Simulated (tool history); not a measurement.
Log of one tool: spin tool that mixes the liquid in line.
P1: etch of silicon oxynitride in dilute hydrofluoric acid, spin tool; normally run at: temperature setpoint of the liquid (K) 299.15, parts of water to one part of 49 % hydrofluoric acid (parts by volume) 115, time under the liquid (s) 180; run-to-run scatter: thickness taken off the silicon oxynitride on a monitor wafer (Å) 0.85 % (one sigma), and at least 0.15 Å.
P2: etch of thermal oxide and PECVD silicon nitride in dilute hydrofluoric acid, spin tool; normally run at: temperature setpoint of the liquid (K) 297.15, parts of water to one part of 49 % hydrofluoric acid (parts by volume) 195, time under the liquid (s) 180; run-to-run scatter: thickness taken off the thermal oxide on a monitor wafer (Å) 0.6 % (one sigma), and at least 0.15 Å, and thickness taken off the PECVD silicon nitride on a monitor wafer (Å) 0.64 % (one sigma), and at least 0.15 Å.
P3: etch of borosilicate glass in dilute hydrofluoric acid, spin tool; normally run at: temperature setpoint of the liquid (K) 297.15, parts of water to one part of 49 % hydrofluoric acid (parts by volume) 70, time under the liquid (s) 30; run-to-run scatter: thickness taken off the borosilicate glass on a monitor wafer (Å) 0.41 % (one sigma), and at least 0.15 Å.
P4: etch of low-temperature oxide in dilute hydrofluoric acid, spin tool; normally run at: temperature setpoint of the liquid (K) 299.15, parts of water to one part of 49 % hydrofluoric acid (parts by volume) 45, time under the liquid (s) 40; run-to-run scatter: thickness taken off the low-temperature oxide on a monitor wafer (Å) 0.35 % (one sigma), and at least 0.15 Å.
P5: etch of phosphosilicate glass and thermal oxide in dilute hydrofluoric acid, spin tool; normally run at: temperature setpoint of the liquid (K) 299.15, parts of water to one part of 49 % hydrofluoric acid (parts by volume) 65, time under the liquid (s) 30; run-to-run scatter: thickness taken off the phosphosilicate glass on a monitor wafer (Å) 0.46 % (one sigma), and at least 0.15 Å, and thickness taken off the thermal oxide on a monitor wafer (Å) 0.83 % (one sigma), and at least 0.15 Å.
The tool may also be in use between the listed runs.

| run | day | process that ran | temperature setpoint of the liquid (K) | parts of water to one part of 49 % hydrofluoric acid (parts by volume) | time under the liquid (s) | hours since the thermometer was replaced | hours since the hydrofluoric acid flow meter was replaced | thickness taken off the silicon oxynitride on a monitor wafer (Å) | thickness taken off the borosilicate glass on a monitor wafer (Å) | thickness taken off the thermal oxide on a monitor wafer (Å) | thickness taken off the PECVD silicon nitride on a monitor wafer (Å) | thickness taken off the phosphosilicate glass on a monitor wafer (Å) | thickness taken off the low-temperature oxide on a monitor wafer (Å) |
|---|---|---|---|---|---|---|---|---|---|---|---|---|---|
| 1 | 0.267 | P1 | 299.15 | 115 | 180 | 1276 | 1632.7 | 24.192 |  |  |  |  |  |
| 2 | 0.412 | P3 | 297.15 | 70 | 30 | 1279.5 | 1636.2 |  | 212.71 |  |  |  |  |
| 3 | 0.617 | P3 | 297.15 | 70 | 60 | 1284.4 | 1641.1 |  | 425.37 |  |  |  |  |
| 4 | 0.867 | P2 | 303.65 | 195 | 180 | 1290.4 | 1647.1 |  |  | 49.276 | 55.647 |  |  |
| 5 | 1.038 | P5 | 299.15 | 65 | 30 | 1294.5 | 1651.2 |  |  | 26.836 |  | 1066.3 |  |
| 6 | 1.271 | P3 | 297.15 | 105 | 30 | 1300.1 | 1656.8 |  | 134.55 |  |  |  |  |
| 7 | 1.55 | P1 | 299.15 | 115 | 180 | 1306.8 | 1663.5 | 24.454 |  |  |  |  |  |
| 8 | 1.767 | P3 | 293.65 | 70 | 30 | 1312 | 1668.7 |  | 184.18 |  |  |  |  |
| 9 | 2.058 | P4 | 299.15 | 45 | 40 | 1319 | 1675.7 |  |  |  |  |  | 143.24 |
| 10 | 2.212 | P1 | 299.15 | 35 | 180 | 1322.7 | 1679.4 | 86.878 |  |  |  |  |  |
| 11 | 2.379 | P4 | 299.15 | 30 | 40 | 1326.7 | 1683.4 |  |  |  |  |  | 219.71 |
| 12 | 2.525 | P5 | 299.15 | 105 | 30 | 1330.2 | 1686.9 |  |  | 15.805 |  | 627.41 |  |
|  | 2.538 | thermometer replaced |
| 13 | 2.671 | P1 | 299.15 | 115 | 275 | 3.3 | 1690.4 | 37.018 |  |  |  |  |  |
| 14 | 2.867 | P1 | 299.15 | 185 | 180 | 8 | 1695.1 | 14.113 |  |  |  |  |  |
| 15 | 3.112 | P2 | 297.15 | 195 | 180 | 13.9 | 1701 |  |  | 38.566 | 37.217 |  |  |
| 16 | 3.421 | P1 | 305.15 | 115 | 180 | 21.3 | 1708.4 | 31.839 |  |  |  |  |  |
| 17 | 3.696 | P2 | 297.15 | 195 | 180 | 27.9 | 1715 |  |  | 38.87 | 37.231 |  |  |
| 18 | 3.946 | P1 | 299.15 | 115 | 180 | 33.9 | 1721 | 24.551 |  |  |  |  |  |
| 19 | 4.138 | P2 | 297.15 | 195 | 360 | 38.5 | 1725.6 |  |  | 77.037 | 74.323 |  |  |
| 20 | 4.338 | P5 | 291.65 | 65 | 30 | 43.3 | 1730.4 |  |  | 19.38 |  | 777.28 |  |
| 21 | 4.479 | P1 | 299.15 | 115 | 180 | 46.7 | 1733.8 | 24.715 |  |  |  |  |  |
| 22 | 4.633 | P2 | 297.15 | 295 | 180 | 50.4 | 1737.5 |  |  | 23.373 | 24.685 |  |  |
| 23 | 4.912 | P4 | 290.65 | 45 | 40 | 57.1 | 1744.2 |  |  |  |  |  | 99.921 |
| 24 | 5.217 | P1 | 292.65 | 115 | 180 | 64.4 | 1751.5 | 18.146 |  |  |  |  |  |
| 25 | 5.5 | P5 | 299.15 | 65 | 60 | 71.2 | 1758.3 |  |  | 53.736 |  | 2114.8 |  |
| 26 | 5.738 | P4 | 299.15 | 45 | 80 | 76.9 | 1764 |  |  |  |  |  | 285.91 |
| 27 | 6.025 | P1 | 299.15 | 115 | 50 | 83.8 | 1770.9 | 6.5373 |  |  |  |  |  |
| 28 | 6.192 | P1 | 299.15 | 45 | 20 | 87.8 | 1774.9 | 7.2589 |  |  |  |  |  |
| 29 | 6.375 | P1 | 299.15 | 115 | 180 | 92.2 | 1779.3 | 24.527 |  |  |  |  |  |
| 30 | 6.583 | P1 | 299.15 | 115 | 180 | 97.2 | 1784.3 | 24.726 |  |  |  |  |  |
| 31 | 6.833 | P1 | 299.15 | 115 | 180 | 103.2 | 1790.3 | 23.484 |  |  |  |  |  |
| 32 | 7.017 | P1 | 299.15 | 115 | 180 | 107.6 | 1794.7 | 23.399 |  |  |  |  |  |

Forecast run 33:
| 33 | 7.312 | P1 | 299.15 | 115 | 180 | 114.7 | 1801.8 | ? |  |  |  |  |  |

{"run 33": {"thickness taken off the silicon oxynitride on a monitor wafer (Å)": 22.913}}
